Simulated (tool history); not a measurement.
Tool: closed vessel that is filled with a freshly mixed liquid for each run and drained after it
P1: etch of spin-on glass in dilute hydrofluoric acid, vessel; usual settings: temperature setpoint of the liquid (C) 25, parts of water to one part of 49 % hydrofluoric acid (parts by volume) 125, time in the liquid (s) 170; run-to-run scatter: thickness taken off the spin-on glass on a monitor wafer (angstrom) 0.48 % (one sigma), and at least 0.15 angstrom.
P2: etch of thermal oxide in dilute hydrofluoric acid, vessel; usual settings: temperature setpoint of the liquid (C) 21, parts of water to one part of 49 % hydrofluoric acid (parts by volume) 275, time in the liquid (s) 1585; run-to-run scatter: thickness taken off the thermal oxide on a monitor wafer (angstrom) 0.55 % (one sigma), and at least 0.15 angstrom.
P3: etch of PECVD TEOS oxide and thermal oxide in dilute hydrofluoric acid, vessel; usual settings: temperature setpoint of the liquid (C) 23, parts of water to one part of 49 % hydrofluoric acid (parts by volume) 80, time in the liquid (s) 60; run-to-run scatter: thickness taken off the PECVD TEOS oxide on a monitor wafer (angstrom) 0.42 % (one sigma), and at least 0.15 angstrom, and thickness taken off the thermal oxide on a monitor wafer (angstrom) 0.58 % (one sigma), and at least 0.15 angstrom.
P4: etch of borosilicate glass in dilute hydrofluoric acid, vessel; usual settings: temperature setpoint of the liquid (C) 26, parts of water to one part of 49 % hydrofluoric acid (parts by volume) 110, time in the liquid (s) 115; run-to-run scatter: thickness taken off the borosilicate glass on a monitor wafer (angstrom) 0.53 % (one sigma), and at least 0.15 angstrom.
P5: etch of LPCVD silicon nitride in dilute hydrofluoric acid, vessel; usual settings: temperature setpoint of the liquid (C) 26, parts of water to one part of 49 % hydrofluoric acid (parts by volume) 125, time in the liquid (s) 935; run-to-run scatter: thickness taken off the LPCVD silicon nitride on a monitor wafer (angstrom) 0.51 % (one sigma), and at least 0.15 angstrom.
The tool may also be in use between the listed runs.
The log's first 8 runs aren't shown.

run   hour  process that ran  temperature setpoint of the liquid (C)  parts of water to one part of 49 % hydrofluoric acid (parts by volume)  time in the liquid (s)  thickness taken off the spin-on glass on a monitor wafer (angstrom)  thickness taken off the LPCVD silicon nitride on a monitor wafer (angstrom)  thickness taken off the PECVD TEOS oxide on a monitor wafer (angstrom)  thickness taken off the thermal oxide on a monitor wafer (angstrom)  thickness taken off the borosilicate glass on a monitor wafer (angstrom)
  9     91                P5                                      26                                                                     125                     935                                                                                                                                            49.547
 10   97.9                P3                                      23                                                                      80                      60                                                                                                                                                                                                                    82.286                                                               35.965
 11    110                P2                                      21                                                                     140                    1585                                                                                                                                                                                                                                                                                         462.15
 12  120.9                P1                                      18                                                                     125                     170                                                               340.66
 13    134                P1                                      25                                                                     125                      80                                                               210.02
 14  145.2                P5                                    33.5                                                                     125                     935                                                                                                                                            79.383
 15  152.3                P3                                    18.5                                                                      80                      60                                                                                                                                                                                                                    68.048                                                               29.576
 16  161.9                P4                                      26                                                                     110                     115                                                                                                                                                                                                                                                                                                                                                                   370.92
 17  173.4                P1                                      25                                                                     220                     170                                                               228.93
 18  182.4                P4                                      26                                                                      35                     115                                                                                                                                                                                                                                                                                                                                                                   1300.9
 19  194.9                P2                                      17                                                                     275                    1585                                                                                                                                                                                                                                                                                         177.71
 20  207.7                P3                                      23                                                                      80                      60                                                                                                                                                                                                                    81.417                                                               35.409
 21  214.2                P1                                      25                                                                     125                     170                                                               450.61
 22  223.9                P1                                      25                                                                     125                     170                                                                449.6
 23  236.3                P1                                      33                                                                     125                     170                                                               604.98
 24    248                P1                                      25                                                                      40                     300                                                               2773.8
 25    262                P4                                    31.5                                                                     110                     115                                                                                                                                                                                                                                                                                                                                                                    456.8

Forecast run 26:
 26  268.6                P1                                      25                                                                      60                     170                                                                    ?

Run 26 gave thickness taken off the spin-on glass on a monitor wafer (angstrom) 1023.
